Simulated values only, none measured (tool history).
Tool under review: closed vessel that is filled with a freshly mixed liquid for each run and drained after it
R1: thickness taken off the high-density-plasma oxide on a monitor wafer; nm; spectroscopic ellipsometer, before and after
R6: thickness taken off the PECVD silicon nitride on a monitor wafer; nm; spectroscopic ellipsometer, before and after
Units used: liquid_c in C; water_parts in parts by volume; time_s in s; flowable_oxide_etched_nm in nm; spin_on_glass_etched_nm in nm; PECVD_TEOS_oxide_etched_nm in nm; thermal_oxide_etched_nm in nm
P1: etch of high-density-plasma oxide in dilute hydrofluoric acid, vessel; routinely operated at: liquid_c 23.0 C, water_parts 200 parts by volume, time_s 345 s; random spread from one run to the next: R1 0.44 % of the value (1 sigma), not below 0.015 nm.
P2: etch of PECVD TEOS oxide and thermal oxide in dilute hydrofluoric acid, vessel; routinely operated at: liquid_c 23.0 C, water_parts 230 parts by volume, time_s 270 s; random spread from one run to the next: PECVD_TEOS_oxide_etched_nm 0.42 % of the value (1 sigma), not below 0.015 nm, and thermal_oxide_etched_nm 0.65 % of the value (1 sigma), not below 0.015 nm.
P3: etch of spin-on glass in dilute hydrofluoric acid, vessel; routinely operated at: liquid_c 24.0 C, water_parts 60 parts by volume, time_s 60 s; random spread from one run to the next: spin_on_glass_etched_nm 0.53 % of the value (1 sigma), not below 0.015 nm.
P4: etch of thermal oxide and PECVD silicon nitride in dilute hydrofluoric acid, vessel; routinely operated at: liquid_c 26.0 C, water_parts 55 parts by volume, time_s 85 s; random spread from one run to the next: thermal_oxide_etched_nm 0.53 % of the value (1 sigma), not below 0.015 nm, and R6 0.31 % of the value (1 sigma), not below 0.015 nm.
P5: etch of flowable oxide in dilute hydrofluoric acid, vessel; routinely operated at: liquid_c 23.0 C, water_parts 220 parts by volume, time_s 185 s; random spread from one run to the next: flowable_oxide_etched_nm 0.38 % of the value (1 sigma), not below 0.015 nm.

run 1 hour=6.2 | process=P1 liquid_c=23.0 water_parts=200 time_s=345 | R1=17.2640
run 2 hour=17.7 | process=P1 liquid_c=23.0 water_parts=200 time_s=40 | R1=1.9673
run 3 hour=24.1 | process=P5 liquid_c=23.0 water_parts=220 time_s=185 | flowable_oxide_etched_nm=24.651
run 4 hour=32.4 | process=P3 liquid_c=24.0 water_parts=60 time_s=60 | spin_on_glass_etched_nm=42.751
run 5 hour=43.8 | process=P3 liquid_c=24.0 water_parts=60 time_s=60 | spin_on_glass_etched_nm=42.791
run 6 hour=49.6 | process=P1 liquid_c=23.0 water_parts=200 time_s=545 | R1=27.1630
run 7 hour=57.5 | process=P1 liquid_c=23.0 water_parts=200 time_s=345 | R1=17.2610
run 8 hour=69.6 | process=P1 liquid_c=18.5 water_parts=200 time_s=345 | R1=14.4600
run 9 hour=77.5 | process=P1 liquid_c=23.0 water_parts=200 time_s=345 | R1=17.1390
run 10 hour=88.0 | process=P1 liquid_c=23.0 water_parts=40 time_s=345 | R1=103.3200
-- hour=93.0 thermometer replaced
run 11 hour=97.9 | process=P5 liquid_c=27.0 water_parts=220 time_s=185 | flowable_oxide_etched_nm=28.355
run 12 hour=104.3 | process=P5 liquid_c=23.0 water_parts=80 time_s=185 | flowable_oxide_etched_nm=79.180
run 13 hour=110.5 | process=P3 liquid_c=24.0 water_parts=85 time_s=60 | spin_on_glass_etched_nm=29.092
run 14 hour=117.5 | process=P2 liquid_c=23.0 water_parts=230 time_s=65 | PECVD_TEOS_oxide_etched_nm=2.0695 thermal_oxide_etched_nm=1.0646
run 15 hour=129.2 | process=P5 liquid_c=23.0 water_parts=220 time_s=80 | flowable_oxide_etched_nm=10.698
run 16 hour=136.6 | process=P2 liquid_c=23.0 water_parts=120 time_s=270 | PECVD_TEOS_oxide_etched_nm=18.0720 thermal_oxide_etched_nm=9.6576
run 17 hour=143.6 | process=P4 liquid_c=26.0 water_parts=85 time_s=85 | thermal_oxide_etched_nm=5.3603 R6=4.4281
run 18 hour=149.2 | process=P2 liquid_c=17.0 water_parts=230 time_s=270 | PECVD_TEOS_oxide_etched_nm=6.6834 thermal_oxide_etched_nm=3.6162
run 19 hour=160.8 | process=P1 liquid_c=23.0 water_parts=200 time_s=345 | R1=17.1930
run 20 hour=172.2 | process=P4 liquid_c=26.0 water_parts=55 time_s=30 | thermal_oxide_etched_nm=3.0936 R6=2.4124
run 21 hour=182.2 | process=P2 liquid_c=23.0 water_parts=230 time_s=270 | PECVD_TEOS_oxide_etched_nm=8.4077 thermal_oxide_etched_nm=4.4394
run 22 hour=190.3 | process=P3 liquid_c=17.0 water_parts=60 time_s=60 | spin_on_glass_etched_nm=31.948
run 23 hour=195.7 | process=P4 liquid_c=21.0 water_parts=55 time_s=85 | thermal_oxide_etched_nm=7.0546 R6=4.8789
run 24 hour=206.2 | process=P1 liquid_c=23.0 water_parts=285 time_s=345 | R1=11.1270
run 25 hour=211.6 | process=P1 liquid_c=17.5 water_parts=120 time_s=345 | R1=24.9610
run 26 hour=222.7 | process=P1 liquid_c=31.0 water_parts=200 time_s=345 | R1=22.8610
run 27 hour=232.5 | process=P3 liquid_c=24.0 water_parts=60 time_s=110 | spin_on_glass_etched_nm=78.349
run 28 hour=242.4 | process=P1 liquid_c=27.0 water_parts=130 time_s=345 | R1=33.3050
run 29 hour=252.2 | process=P4 liquid_c=26.0 water_parts=55 time_s=85 | thermal_oxide_etched_nm=8.7224 R6=6.8062
run 30 hour=264.1 | process=P4 liquid_c=26.0 water_parts=55 time_s=85 | thermal_oxide_etched_nm=8.7155 R6=6.8247
run 31 hour=273.0 | process=P1 liquid_c=23.0 water_parts=200 time_s=345 | R1=17.0750
run 32 hour=278.8 | process=P1 liquid_c=23.0 water_parts=200 time_s=345 | R1=17.1030
run 33 hour=284.5 | process=P1 liquid_c=23.0 water_parts=200 time_s=345 | R1=17.2710

For run 34, what comes out?
run 34 hour=295.0 | process=P1 liquid_c=23.0 water_parts=200 time_s=345 | R1=?

{"run 34": {"R1": 16.752}}

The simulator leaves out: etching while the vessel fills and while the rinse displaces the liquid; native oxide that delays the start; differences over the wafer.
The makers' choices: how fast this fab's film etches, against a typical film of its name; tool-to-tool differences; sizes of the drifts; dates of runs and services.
